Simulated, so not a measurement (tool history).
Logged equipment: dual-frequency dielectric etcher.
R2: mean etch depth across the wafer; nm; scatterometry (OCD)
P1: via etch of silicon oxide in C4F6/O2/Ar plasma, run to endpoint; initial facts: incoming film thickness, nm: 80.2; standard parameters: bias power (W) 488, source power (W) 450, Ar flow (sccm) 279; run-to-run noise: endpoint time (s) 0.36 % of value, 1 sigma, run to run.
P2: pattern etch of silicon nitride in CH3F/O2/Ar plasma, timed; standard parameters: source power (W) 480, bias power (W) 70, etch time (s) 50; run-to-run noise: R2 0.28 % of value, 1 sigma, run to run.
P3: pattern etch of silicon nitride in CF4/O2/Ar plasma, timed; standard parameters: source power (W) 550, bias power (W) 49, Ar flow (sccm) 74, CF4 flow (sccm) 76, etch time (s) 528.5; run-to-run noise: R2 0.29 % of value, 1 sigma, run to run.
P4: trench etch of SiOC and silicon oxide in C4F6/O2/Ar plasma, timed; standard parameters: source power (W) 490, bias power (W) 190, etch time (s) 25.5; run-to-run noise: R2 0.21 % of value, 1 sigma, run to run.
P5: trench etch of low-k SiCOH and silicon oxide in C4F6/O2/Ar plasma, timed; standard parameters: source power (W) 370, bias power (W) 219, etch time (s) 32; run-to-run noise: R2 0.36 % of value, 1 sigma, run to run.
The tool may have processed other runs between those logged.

{"run": 1, "hour": 10.1, "process that ran": "P1", "bias power (W)": 488, "source power (W)": 450, "Ar flow (sccm)": 279, "endpoint time (s)": 16.951}
{"run": 2, "hour": 21.5, "process that ran": "P2", "bias power (W)": 100, "source power (W)": 480, "etch time (s)": 50, "R2": 40.23}
{"run": 3, "hour": 28.7, "process that ran": "P4", "bias power (W)": 190, "source power (W)": 490, "etch time (s)": 25.5, "R2": 53.838}
{"run": 4, "hour": 37.7, "process that ran": "P1", "bias power (W)": 488, "source power (W)": 560, "Ar flow (sccm)": 279, "endpoint time (s)": 15.629}
{"run": 5, "hour": 44.4, "process that ran": "P1", "bias power (W)": 488, "source power (W)": 450, "Ar flow (sccm)": 279, "endpoint time (s)": 16.949}
{"run": 6, "hour": 52.2, "process that ran": "P3", "bias power (W)": 49, "source power (W)": 550, "Ar flow (sccm)": 74, "etch time (s)": 528.5, "CF4 flow (sccm)": 76, "R2": 1047.4}
{"run": 7, "hour": 62.3, "process that ran": "P3", "bias power (W)": 49, "source power (W)": 550, "Ar flow (sccm)": 74, "etch time (s)": 528.5, "CF4 flow (sccm)": 97, "R2": 1089.1}
{"run": 8, "hour": 72.1, "process that ran": "P2", "bias power (W)": 70, "source power (W)": 290, "etch time (s)": 50, "R2": 29.25}
{"run": 9, "hour": 80.7, "process that ran": "P2", "bias power (W)": 70, "source power (W)": 480, "etch time (s)": 50, "R2": 35.484}
{"run": 10, "hour": 87.6, "process that ran": "P1", "bias power (W)": 324, "source power (W)": 450, "Ar flow (sccm)": 279, "endpoint time (s)": 19.472}
{"run": 11, "hour": 95.4, "process that ran": "P4", "bias power (W)": 190, "source power (W)": 390, "etch time (s)": 25.5, "R2": 49.349}
{"run": 12, "hour": 103.5, "process that ran": "P1", "bias power (W)": 488, "source power (W)": 450, "Ar flow (sccm)": 279, "endpoint time (s)": 16.927}
{"run": 13, "hour": 113.0, "process that ran": "P2", "bias power (W)": 70, "source power (W)": 480, "etch time (s)": 64.5, "R2": 45.707}
{"run": 14, "hour": 118.8, "process that ran": "P3", "bias power (W)": 40, "source power (W)": 550, "Ar flow (sccm)": 74, "etch time (s)": 528.5, "CF4 flow (sccm)": 76, "R2": 972.43}
{"run": 15, "hour": 123.9, "process that ran": "P3", "bias power (W)": 49, "source power (W)": 550, "Ar flow (sccm)": 74, "etch time (s)": 528.5, "CF4 flow (sccm)": 76, "R2": 1053.7}
{"run": 16, "hour": 130.6, "process that ran": "P5", "bias power (W)": 219, "source power (W)": 370, "etch time (s)": 32, "R2": 101.69}
{"run": 17, "hour": 139.7, "process that ran": "P5", "bias power (W)": 219, "source power (W)": 280, "etch time (s)": 32, "R2": 91.06}
{"hour": 140.6, "done": "bias power generator calibrated"}
{"run": 18, "hour": 146.0, "process that ran": "P4", "bias power (W)": 190, "source power (W)": 490, "etch time (s)": 37.5, "R2": 79.582}
{"run": 19, "hour": 156.1, "process that ran": "P1", "bias power (W)": 634, "source power (W)": 450, "Ar flow (sccm)": 279, "endpoint time (s)": 15.261}
{"run": 20, "hour": 165.7, "process that ran": "P3", "bias power (W)": 49, "source power (W)": 550, "Ar flow (sccm)": 74, "etch time (s)": 370.5, "CF4 flow (sccm)": 76, "R2": 736.98}
{"run": 21, "hour": 174.9, "process that ran": "P1", "bias power (W)": 488, "source power (W)": 320, "Ar flow (sccm)": 279, "endpoint time (s)": 19.196}
{"run": 22, "hour": 182.5, "process that ran": "P1", "bias power (W)": 488, "source power (W)": 350, "Ar flow (sccm)": 171, "endpoint time (s)": 17.602}
{"run": 23, "hour": 191.2, "process that ran": "P5", "bias power (W)": 219, "source power (W)": 370, "etch time (s)": 32, "R2": 101.33}
{"run": 24, "hour": 196.4, "process that ran": "P1", "bias power (W)": 488, "source power (W)": 450, "Ar flow (sccm)": 279, "endpoint time (s)": 16.82}
{"run": 25, "hour": 203.7, "process that ran": "P1", "bias power (W)": 650, "source power (W)": 370, "Ar flow (sccm)": 279, "endpoint time (s)": 16.199}
{"run": 26, "hour": 215.0, "process that ran": "P5", "bias power (W)": 143, "source power (W)": 370, "etch time (s)": 32, "R2": 89.089}
{"hour": 217.3, "done": "wet clean of the chamber"}
{"run": 27, "hour": 226.5, "process that ran": "P2", "bias power (W)": 70, "source power (W)": 480, "etch time (s)": 50, "R2": 35.483}
{"run": 28, "hour": 236.4, "process that ran": "P4", "bias power (W)": 228, "source power (W)": 490, "etch time (s)": 25.5, "R2": 57.112}
{"run": 29, "hour": 243.8, "process that ran": "P3", "bias power (W)": 49, "source power (W)": 550, "Ar flow (sccm)": 53, "etch time (s)": 528.5, "CF4 flow (sccm)": 76, "R2": 1088.8}
{"run": 30, "hour": 250.4, "process that ran": "P1", "bias power (W)": 488, "source power (W)": 450, "Ar flow (sccm)": 358, "endpoint time (s)": 17.372}
{"run": 31, "hour": 261.0, "process that ran": "P4", "bias power (W)": 190, "source power (W)": 490, "etch time (s)": 25.5, "R2": 53.903}
{"run": 32, "hour": 268.8, "process that ran": "P5", "bias power (W)": 219, "source power (W)": 370, "etch time (s)": 17.5, "R2": 55.672}
{"run": 33, "hour": 279.8, "process that ran": "P1", "bias power (W)": 488, "source power (W)": 450, "Ar flow (sccm)": 279, "endpoint time (s)": 16.901}
{"run": 34, "hour": 287.9, "process that ran": "P1", "bias power (W)": 488, "source power (W)": 450, "Ar flow (sccm)": 179, "endpoint time (s)": 16.047}
{"run": 35, "hour": 299.1, "process that ran": "P3", "bias power (W)": 49, "source power (W)": 780, "Ar flow (sccm)": 74, "etch time (s)": 528.5, "CF4 flow (sccm)": 76, "R2": 1416.4}
{"run": 36, "hour": 310.4, "process that ran": "P1", "bias power (W)": 488, "source power (W)": 450, "Ar flow (sccm)": 279, "endpoint time (s)": 16.915}
{"run": 37, "hour": 316.5, "process that ran": "P1", "bias power (W)": 488, "source power (W)": 450, "Ar flow (sccm)": 279, "endpoint time (s)": 16.851}
{"run": 38, "hour": 324.0, "process that ran": "P1", "bias power (W)": 488, "source power (W)": 450, "Ar flow (sccm)": 279, "endpoint time (s)": 16.714}
{"run": 39, "hour": 332.3, "process that ran": "P1", "bias power (W)": 488, "source power (W)": 450, "Ar flow (sccm)": 279, "endpoint time (s)": 16.675}
{"run": 40, "hour": 340.2, "process that ran": "P1", "bias power (W)": 488, "source power (W)": 450, "Ar flow (sccm)": 279, "endpoint time (s)": 16.767}
{"run": 41, "hour": 347.1, "process that ran": "P1", "bias power (W)": 488, "source power (W)": 450, "Ar flow (sccm)": 279, "endpoint time (s)": 16.639}
{"run": 42, "hour": 358.3, "process that ran": "P1", "bias power (W)": 488, "source power (W)": 450, "Ar flow (sccm)": 279, "endpoint time (s)": 16.693}
{"hour": 361.4, "done": "wet clean of the chamber"}
{"hour": 361.7, "done": "Ar flow controller replaced"}
{"run": 43, "hour": 365.9, "process that ran": "P1", "bias power (W)": 488, "source power (W)": 450, "Ar flow (sccm)": 279, "endpoint time (s)": 16.579}
{"run": 44, "hour": 375.1, "process that ran": "P1", "bias power (W)": 488, "source power (W)": 450, "Ar flow (sccm)": 279, "endpoint time (s)": 16.695}
{"run": 45, "hour": 383.6, "process that ran": "P1", "bias power (W)": 488, "source power (W)": 450, "Ar flow (sccm)": 279, "endpoint time (s)": 16.611}
{"run": 46, "hour": 394.7, "process that ran": "P1", "bias power (W)": 488, "source power (W)": 450, "Ar flow (sccm)": 279, "endpoint time (s)": 16.659}

The log shows P1 creeping away from where it was. Any of the 2 causes listed here, at the size stated for it, fits the log just as well as the others:
A: source power that arrives over what is set, % = 5
B: bias power that arrives over what is set, % = 4.98
Creep in the process output first set in at about hour 310.4.
Every other cause this tool's parts could produce, and why it does not fit the log:
chamber walls in a state that raises the etch rate, %: was serviced at hour 361.4, once the creep was under way, yet the earlier output never came back
Ar flow that arrives under what is set, %: was serviced at hour 361.7, once the creep was under way, yet the earlier output never came back

Each of the 4 check runs below uses one wafer; its results are left as question marks. Which run tells the causes apart?
{"run": "check 1", "hour": 405.8, "process that ran": "P3", "bias power (W)": 49, "source power (W)": 550, "Ar flow (sccm)": 74, "etch time (s)": 528.5, "CF4 flow (sccm)": 76, "R2": "?"}
{"run": "check 2", "hour": 405.8, "process that ran": "P4", "bias power (W)": 190, "source power (W)": 490, "etch time (s)": 25.5, "R2": "?"}
{"run": "check 3", "hour": 405.8, "process that ran": "P5", "bias power (W)": 219, "source power (W)": 370, "etch time (s)": 32, "R2": "?"}
{"run": "check 4", "hour": 405.8, "process that ran": "P2", "bias power (W)": 70, "source power (W)": 480, "etch time (s)": 50, "R2": "?"}

Predicted outcomes, by check and by cause:
check=check_1 result=R2 if_A=1095.4 if_B=1068.8
check=check_2 result=R2 if_A=54.997 if_B=54.799
check=check_3 result=R2 if_A=103.52 if_B=103.25
check=check_4 result=R2 if_A=36.134 if_B=36.053
Per-check spread between the two closest causes, in the result where they differ most: check 1 2.46 %; check 2 0.36 %; check 3 0.26 %; check 4 0.22 %
Check 1 is the one run that separates the causes; every other check would come out nearly the same whichever cause is at work.

The results of check 1 are: R2 1075.3 nm. Based on these, which of the listed causes is it?

The cause is B: bias power that arrives over what is set, %.
